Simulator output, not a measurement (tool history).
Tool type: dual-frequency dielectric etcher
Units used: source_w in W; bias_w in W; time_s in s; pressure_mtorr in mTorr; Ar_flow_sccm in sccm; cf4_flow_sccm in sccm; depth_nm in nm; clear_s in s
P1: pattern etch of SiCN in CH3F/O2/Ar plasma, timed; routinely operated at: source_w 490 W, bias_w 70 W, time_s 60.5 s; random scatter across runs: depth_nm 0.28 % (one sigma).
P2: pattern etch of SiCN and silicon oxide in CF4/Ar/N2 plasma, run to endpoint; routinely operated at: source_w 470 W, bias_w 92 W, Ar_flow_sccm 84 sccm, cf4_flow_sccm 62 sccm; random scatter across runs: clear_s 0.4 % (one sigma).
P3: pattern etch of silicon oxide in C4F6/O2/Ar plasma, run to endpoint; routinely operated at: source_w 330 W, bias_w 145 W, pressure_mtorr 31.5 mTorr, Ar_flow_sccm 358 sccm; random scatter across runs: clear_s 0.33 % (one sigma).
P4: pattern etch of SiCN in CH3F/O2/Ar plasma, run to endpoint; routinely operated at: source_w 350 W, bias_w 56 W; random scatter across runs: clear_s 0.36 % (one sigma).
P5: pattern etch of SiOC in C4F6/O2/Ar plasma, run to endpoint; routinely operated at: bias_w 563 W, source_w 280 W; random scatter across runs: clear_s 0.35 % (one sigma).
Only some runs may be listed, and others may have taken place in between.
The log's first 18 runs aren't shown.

run	hour	process	source_w	bias_w	time_s	pressure_mtorr	Ar_flow_sccm	cf4_flow_sccm	hours since the last wet clean	hours since the last source power generator calibration	hours since the last bias power generator calibration	depth_nm	clear_s
19	182.7	P4	230	56					399.4	63.9	897.6		41.843
20	195.5	P4	350	56					412.2	76.7	910.4		35.97
21	201.1	P2	310	92			84	62	417.8	82.3	916		23.692
22	209.1	P1	490	70	80.5				425.8	90.3	924	32.659	
23	218.1	P1	490	70	60.5				434.8	99.3	933	24.55	
24	228.5	P1	310	70	60.5				445.2	109.7	943.4	20.678	
25	238.8	P1	490	94	60.5				455.5	120	953.7	27.419	
26	244.4	P5	370	563					461.1	125.6	959.3		15.249
27	253.4	P1	490	47	60.5				470.1	134.6	968.3	21.509	
28	264.4	P1	490	70	60.5				481.1	145.6	979.3	24.483	
29	275.3	P1	690	70	60.5				492	156.5	990.2	28.1	
30	281.9	P1	310	70	73.5				498.6	163.1	996.8	25.103	
31	293.2	P3	330	145		31.5	438		509.9	174.4	1008.1		10.585
32	301.6	P5	280	776					518.3	182.8	1016.5		14.897
33	309.8	P3	330	145		25	358		526.5	191	1024.7		10.092
34	320	P1	490	70	60.5				536.7	201.2	1034.9	24.6	
35	332	P1	490	70	60.5				548.7	213.2	1046.9	24.758	
36	344.9	P1	490	70	60.5				561.6	226.1	1059.8	24.773	
37	352.6	P1	490	70	60.5				569.3	233.8	1067.5	24.857	
38	364.6	P1	490	70	60.5				581.3	245.8	1079.5	24.999	

Run 39 comes next. What will it give?
# hour 364.8: wet clean of the chamber
39	374.4	P1	490	70	60.5				9.6	255.6	1089.3	?	

{"run 39": {"depth_nm": 24.926}}
